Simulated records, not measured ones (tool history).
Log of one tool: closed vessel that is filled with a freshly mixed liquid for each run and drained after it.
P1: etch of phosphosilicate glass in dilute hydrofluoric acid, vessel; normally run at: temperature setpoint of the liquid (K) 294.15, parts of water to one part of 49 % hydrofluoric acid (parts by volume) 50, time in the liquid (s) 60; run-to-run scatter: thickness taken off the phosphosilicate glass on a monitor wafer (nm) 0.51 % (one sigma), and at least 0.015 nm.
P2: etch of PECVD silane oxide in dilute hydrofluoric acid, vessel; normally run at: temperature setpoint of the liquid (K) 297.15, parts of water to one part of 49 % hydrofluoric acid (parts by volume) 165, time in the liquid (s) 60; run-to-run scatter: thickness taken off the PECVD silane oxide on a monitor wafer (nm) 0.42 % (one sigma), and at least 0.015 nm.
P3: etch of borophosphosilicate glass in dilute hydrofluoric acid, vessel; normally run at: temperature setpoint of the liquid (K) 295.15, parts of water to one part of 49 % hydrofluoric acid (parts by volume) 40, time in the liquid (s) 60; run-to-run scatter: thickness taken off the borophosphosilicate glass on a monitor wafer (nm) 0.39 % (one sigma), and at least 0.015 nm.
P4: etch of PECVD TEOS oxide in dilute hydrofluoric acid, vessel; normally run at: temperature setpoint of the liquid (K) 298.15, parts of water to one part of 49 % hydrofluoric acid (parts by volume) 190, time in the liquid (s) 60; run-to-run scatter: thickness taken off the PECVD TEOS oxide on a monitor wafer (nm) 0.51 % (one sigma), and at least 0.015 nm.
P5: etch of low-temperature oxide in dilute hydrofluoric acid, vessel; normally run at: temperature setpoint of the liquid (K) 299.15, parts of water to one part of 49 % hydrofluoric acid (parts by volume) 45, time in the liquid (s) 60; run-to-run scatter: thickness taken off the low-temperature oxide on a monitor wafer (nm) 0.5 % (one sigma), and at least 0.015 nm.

| run | hour | process that ran | temperature setpoint of the liquid (K) | parts of water to one part of 49 % hydrofluoric acid (parts by volume) | time in the liquid (s) | thickness taken off the phosphosilicate glass on a monitor wafer (nm) | thickness taken off the borophosphosilicate glass on a monitor wafer (nm) | thickness taken off the low-temperature oxide on a monitor wafer (nm) | thickness taken off the PECVD TEOS oxide on a monitor wafer (nm) | thickness taken off the PECVD silane oxide on a monitor wafer (nm) |
|---|---|---|---|---|---|---|---|---|---|---|
| 1 | 17.6 | P1 | 294.15 | 50 | 60 | 120.86 |  |  |  |  |
| 2 | 35.8 | P3 | 295.15 | 40 | 60 |  | 52.973 |  |  |  |
| 3 | 51.3 | P5 | 299.15 | 45 | 60 |  |  | 50.853 |  |  |
| 4 | 67.8 | P1 | 301.65 | 50 | 60 | 166.07 |  |  |  |  |
| 5 | 78.5 | P1 | 299.15 | 85 | 60 | 84 |  |  |  |  |
| 6 | 95.2 | P1 | 294.15 | 50 | 60 | 121 |  |  |  |  |
| 7 | 103.8 | P3 | 295.15 | 20 | 60 |  | 108.78 |  |  |  |
| 8 | 114.9 | P4 | 298.15 | 190 | 30 |  |  |  | 3.6848 |  |
| 9 | 131.5 | P1 | 294.15 | 50 | 30 | 60.622 |  |  |  |  |
| 10 | 147.2 | P5 | 299.15 | 45 | 110 |  |  | 93.378 |  |  |
| 11 | 159.6 | P3 | 295.15 | 40 | 30 |  | 26.566 |  |  |  |
| 12 | 176.9 | P2 | 297.15 | 70 | 60 |  |  |  |  | 40.975 |
| 13 | 188.8 | P4 | 298.15 | 340 | 60 |  |  |  | 3.54 |  |
| 14 | 200.3 | P1 | 294.15 | 50 | 60 | 120.69 |  |  |  |  |
| 15 | 218.4 | P1 | 294.15 | 50 | 60 | 121.11 |  |  |  |  |
| 16 | 229.5 | P5 | 291.65 | 45 | 60 |  |  | 37.431 |  |  |
| 17 | 243.7 | P2 | 297.15 | 165 | 105 |  |  |  |  | 27.174 |
| 18 | 257.4 | P1 | 294.15 | 50 | 60 | 121.43 |  |  |  |  |
| 19 | 265.8 | P4 | 305.65 | 190 | 60 |  |  |  | 9.4978 |  |
| 20 | 280.3 | P1 | 294.15 | 20 | 60 | 317.41 |  |  |  |  |
| 21 | 296.1 | P5 | 299.15 | 25 | 60 |  |  | 94.038 |  |  |
| 22 | 313.4 | P3 | 290.15 | 40 | 60 |  | 42.627 |  |  |  |
| 23 | 324.6 | P5 | 299.15 | 45 | 60 |  |  | 51.447 |  |  |
| 24 | 341.7 | P3 | 295.15 | 40 | 60 |  | 53.299 |  |  |  |
| 25 | 357.3 | P1 | 290.15 | 50 | 60 | 102.61 |  |  |  |  |
| 26 | 365.8 | P1 | 294.15 | 50 | 85 | 171.53 |  |  |  |  |
| 27 | 379.3 | P2 | 290.15 | 165 | 60 |  |  |  |  | 11.887 |
| 28 | 390.4 | P1 | 294.15 | 50 | 60 | 122.48 |  |  |  |  |
| 29 | 402.5 | P4 | 298.15 | 190 | 60 |  |  |  | 7.2424 |  |
| 30 | 417.3 | P2 | 297.15 | 165 | 60 |  |  |  |  | 15.667 |
| 31 | 427.2 | P1 | 294.15 | 50 | 60 | 120.91 |  |  |  |  |
| 32 | 444.8 | P1 | 294.15 | 90 | 60 | 63.942 |  |  |  |  |
| 33 | 453.4 | P1 | 294.15 | 50 | 60 | 121.49 |  |  |  |  |
| 34 | 470 | P1 | 294.15 | 50 | 60 | 125.05 |  |  |  |  |
| 35 | 485.2 | P1 | 294.15 | 50 | 60 | 126.87 |  |  |  |  |
| 36 | 496.4 | P1 | 294.15 | 50 | 60 | 128.76 |  |  |  |  |
| 37 | 507.1 | P1 | 294.15 | 50 | 60 | 130.35 |  |  |  |  |
| 38 | 517.5 | P1 | 294.15 | 50 | 60 | 130.22 |  |  |  |  |
| 39 | 534.2 | P1 | 294.15 | 50 | 60 | 132.55 |  |  |  |  |
| 40 | 552.2 | P1 | 294.15 | 50 | 60 | 132.58 |  |  |  |  |
| 41 | 568.7 | P1 | 294.15 | 50 | 60 | 131.76 |  |  |  |  |

The next listed run, before its measurement:
| 42 | 586.5 | P1 | 294.15 | 50 | 60 | ? |  |  |  |  |

{"run 42": {"thickness taken off the phosphosilicate glass on a monitor wafer (nm)": 131.94}}
